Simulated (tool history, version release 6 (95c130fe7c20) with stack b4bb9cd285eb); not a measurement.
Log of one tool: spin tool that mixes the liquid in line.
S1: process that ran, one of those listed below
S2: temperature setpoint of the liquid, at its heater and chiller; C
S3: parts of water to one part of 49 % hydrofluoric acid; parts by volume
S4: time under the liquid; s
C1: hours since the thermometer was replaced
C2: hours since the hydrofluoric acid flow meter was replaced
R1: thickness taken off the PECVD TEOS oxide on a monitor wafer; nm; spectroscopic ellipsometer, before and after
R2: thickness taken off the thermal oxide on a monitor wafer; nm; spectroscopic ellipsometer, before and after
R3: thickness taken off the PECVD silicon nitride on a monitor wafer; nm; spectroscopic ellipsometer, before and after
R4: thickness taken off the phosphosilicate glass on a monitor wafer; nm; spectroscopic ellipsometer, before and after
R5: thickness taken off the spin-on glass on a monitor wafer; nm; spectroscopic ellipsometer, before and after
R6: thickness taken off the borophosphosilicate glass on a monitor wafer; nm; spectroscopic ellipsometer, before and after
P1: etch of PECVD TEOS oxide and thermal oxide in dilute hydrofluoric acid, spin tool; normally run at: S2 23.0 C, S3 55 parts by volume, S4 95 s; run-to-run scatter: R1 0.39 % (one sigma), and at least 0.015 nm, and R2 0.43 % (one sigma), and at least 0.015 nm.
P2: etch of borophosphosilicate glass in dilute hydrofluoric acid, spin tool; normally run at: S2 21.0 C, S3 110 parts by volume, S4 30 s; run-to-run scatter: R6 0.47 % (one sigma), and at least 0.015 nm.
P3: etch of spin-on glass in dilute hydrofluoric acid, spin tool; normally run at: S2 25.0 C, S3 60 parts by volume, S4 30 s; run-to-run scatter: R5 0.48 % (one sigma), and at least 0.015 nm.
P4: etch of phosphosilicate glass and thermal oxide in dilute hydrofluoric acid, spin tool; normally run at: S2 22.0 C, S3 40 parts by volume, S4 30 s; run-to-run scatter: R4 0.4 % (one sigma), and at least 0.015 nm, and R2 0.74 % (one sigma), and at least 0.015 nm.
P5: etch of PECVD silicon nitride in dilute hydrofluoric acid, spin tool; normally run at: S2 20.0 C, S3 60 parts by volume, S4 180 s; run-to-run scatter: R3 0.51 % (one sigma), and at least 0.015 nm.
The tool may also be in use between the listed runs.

| run | hour | S1 | S2 | S3 | S4 | C1 | C2 | R1 | R2 | R3 | R4 | R5 | R6 |
|---|---|---|---|---|---|---|---|---|---|---|---|---|---|
| 1 | 12.5 | P1 | 23.0 | 55 | 95 | 1947.0 | 313.3 | 27.3810 | 8.3688 |  |  |  |  |
| 2 | 26.4 | P5 | 20.0 | 105 | 180 | 1960.9 | 327.2 |  |  | 3.5200 |  |  |  |
| 3 | 35.3 | P1 | 23.0 | 55 | 155 | 1969.8 | 336.1 | 45.2170 | 13.6180 |  |  |  |  |
| 4 | 46.3 | P4 | 27.5 | 40 | 30 | 1980.8 | 347.1 |  | 4.5238 |  | 56.895 |  |  |
| 5 | 60.7 | P3 | 25.0 | 110 | 30 | 1995.2 | 361.5 |  |  |  |  | 13.316 |  |
| 6 | 72.5 | P2 | 17.0 | 110 | 30 | 2007.0 | 373.3 |  |  |  |  |  | 8.3304 |
| 7 | 85.9 | P3 | 25.0 | 60 | 15 | 2020.4 | 386.7 |  |  |  |  | 12.907 |  |
| 8 | 99.1 | P1 | 18.5 | 55 | 95 | 2033.6 | 399.9 | 22.8580 | 6.8813 |  |  |  |  |
| 9 | 113.8 | P1 | 29.0 | 55 | 95 | 2048.3 | 414.6 | 35.2490 | 10.7300 |  |  |  |  |
| 10 | 129.5 | P1 | 23.0 | 55 | 95 | 2064.0 | 430.3 | 27.7750 | 8.3263 |  |  |  |  |
| 11 | 144.4 | P5 | 17.0 | 60 | 180 | 2078.9 | 445.2 |  |  | 4.8999 |  |  |  |
| 12 | 152.0 | P3 | 25.0 | 60 | 30 | 2086.5 | 452.8 |  |  |  |  | 25.778 |  |
| 13 | 163.6 | P1 | 17.0 | 55 | 160 | 2098.1 | 464.4 | 36.0690 | 10.9800 |  |  |  |  |
| 14 | 178.4 | P3 | 33.0 | 60 | 30 | 2112.9 | 479.2 |  |  |  |  | 35.051 |  |
| 15 | 190.5 | P1 | 18.0 | 100 | 95 | 2125.0 | 491.3 | 11.7040 | 3.5613 |  |  |  |  |
| 16 | 202.5 | P5 | 20.0 | 60 | 180 | 2137.0 | 503.3 |  |  | 6.0346 |  |  |  |
| 17 | 211.4 | P1 | 23.0 | 90 | 95 | 2145.9 | 512.2 | 16.1720 | 4.9193 |  |  |  |  |
| 18 | 224.1 | P2 | 21.0 | 110 | 30 | 2158.6 | 524.9 |  |  |  |  |  | 9.8603 |
| 19 | 233.6 | P4 | 22.0 | 20 | 30 | 2168.1 | 534.4 |  | 7.3208 |  | 92.947 |  |  |
| 20 | 248.3 | P1 | 23.0 | 25 | 95 | 2182.8 | 549.1 | 63.3420 | 19.2390 |  |  |  |  |
| 21 | 260.2 | P4 | 22.0 | 40 | 30 | 2194.7 | 561.0 |  | 3.5866 |  | 45.403 |  |  |
| 22 | 267.4 | P5 | 20.0 | 60 | 45 | 2201.9 | 568.2 |  |  | 1.5340 |  |  |  |
| 23 | 276.9 | P1 | 23.0 | 55 | 95 | 2211.4 | 577.7 | 27.5800 | 8.4310 |  |  |  |  |
| 24 | 288.8 | P4 | 22.0 | 40 | 30 | 2223.3 | 589.6 |  | 3.5738 |  | 45.188 |  |  |
| 25 | 305.0 | P1 | 23.0 | 55 | 20 | 2239.5 | 605.8 | 5.8291 | 1.7658 |  |  |  |  |
| 26 | 318.9 | P1 | 23.0 | 55 | 95 | 2253.4 | 619.7 | 27.6470 | 8.4096 |  |  |  |  |
| 27 | 328.7 | P2 | 21.0 | 20 | 30 | 2263.2 | 629.5 |  |  |  |  |  | 60.1540 |
| 28 | 339.8 | P2 | 21.0 | 110 | 15 | 2274.3 | 640.6 |  |  |  |  |  | 4.9105 |
| 29 | 349.5 | P1 | 23.0 | 55 | 95 | 2284.0 | 650.3 | 27.7420 | 8.3659 |  |  |  |  |
| 30 | 358.6 | P4 | 22.0 | 40 | 15 | 2293.1 | 659.4 |  | 1.8090 |  | 22.689 |  |  |
| 31 | 368.9 | P1 | 23.0 | 55 | 95 | 2303.4 | 669.7 | 27.6350 | 8.3973 |  |  |  |  |
| 32 | 384.4 | P1 | 23.0 | 55 | 95 | 2318.9 | 685.2 | 26.3120 | 8.0258 |  |  |  |  |
| 33 | 395.4 | P1 | 23.0 | 55 | 95 | 2329.9 | 696.2 | 26.0690 | 7.8844 |  |  |  |  |
| 34 | 406.4 | P1 | 23.0 | 55 | 95 | 2340.9 | 707.2 | 25.6000 | 7.7791 |  |  |  |  |
| 35 | 421.8 | P1 | 23.0 | 55 | 95 | 2356.3 | 722.6 | 25.5110 | 7.7539 |  |  |  |  |
| 36 | 431.7 | P1 | 23.0 | 55 | 95 | 2366.2 | 732.5 | 25.2650 | 7.6488 |  |  |  |  |
| 37 | 439.2 | P1 | 23.0 | 55 | 95 | 2373.7 | 740.0 | 25.1290 | 7.7132 |  |  |  |  |
| 38 | 452.1 | P1 | 23.0 | 55 | 95 | 2386.6 | 752.9 | 25.1900 | 7.6415 |  |  |  |  |
| 39 | 464.2 | P1 | 23.0 | 55 | 95 | 2398.7 | 765.0 | 25.0190 | 7.6257 |  |  |  |  |
| 40 | 471.8 | P1 | 23.0 | 55 | 95 | 2406.3 | 772.6 | 25.1470 | 7.6549 |  |  |  |  |
| 41 | 485.0 | P1 | 23.0 | 55 | 95 | 2419.5 | 785.8 | 25.1490 | 7.5952 |  |  |  |  |

What P1 gives has crept away from where it was. These 2 causes fit the log equally well, each at the size given:
A: hydrofluoric acid flow below the setpoint (%) = 8.46
B: liquid colder than its thermometer reads (K) = 2.28
The creep began at about hour 368.9.

4 check runs are offered, one wafer each, their results left as question marks. Which one tells the causes apart?
| check 1 | 498.2 | P4 | 25.0 | 40 | 30 |  |  |  | ? |  | ? |  |  |
| check 2 | 498.2 | P2 | 17.0 | 110 | 30 |  |  |  |  |  |  |  | ? |
| check 3 | 498.2 | P3 | 25.0 | 105 | 30 |  |  |  |  |  |  | ? |  |
| check 4 | 498.2 | P5 | 17.0 | 105 | 180 |  |  |  |  | ? |  |  |  |

What each check would give under each cause:
| check | result | if A | if B |
|---|---|---|---|
| check 1 | R2 | 3.6914 | 3.6871 |
| check 1 | R4 | 46.850 | 46.796 |
| check 2 | R6 | 7.5415 | 7.5577 |
| check 3 | R5 | 12.589 | 12.719 |
| check 4 | R3 | 2.6258 | 2.4367 |
How far apart the two closest causes lie, in the result that separates them most: check 1 0.12 %; check 2 0.21 %; check 3 1.03 %; check 4 7.48 %
Check 4 tells the causes apart: in the others they would give nearly the same result.

Check 4 was then run and gave: R3 2.4391 nm. Which cause is it?

It is B: liquid colder than its thermometer reads (K).

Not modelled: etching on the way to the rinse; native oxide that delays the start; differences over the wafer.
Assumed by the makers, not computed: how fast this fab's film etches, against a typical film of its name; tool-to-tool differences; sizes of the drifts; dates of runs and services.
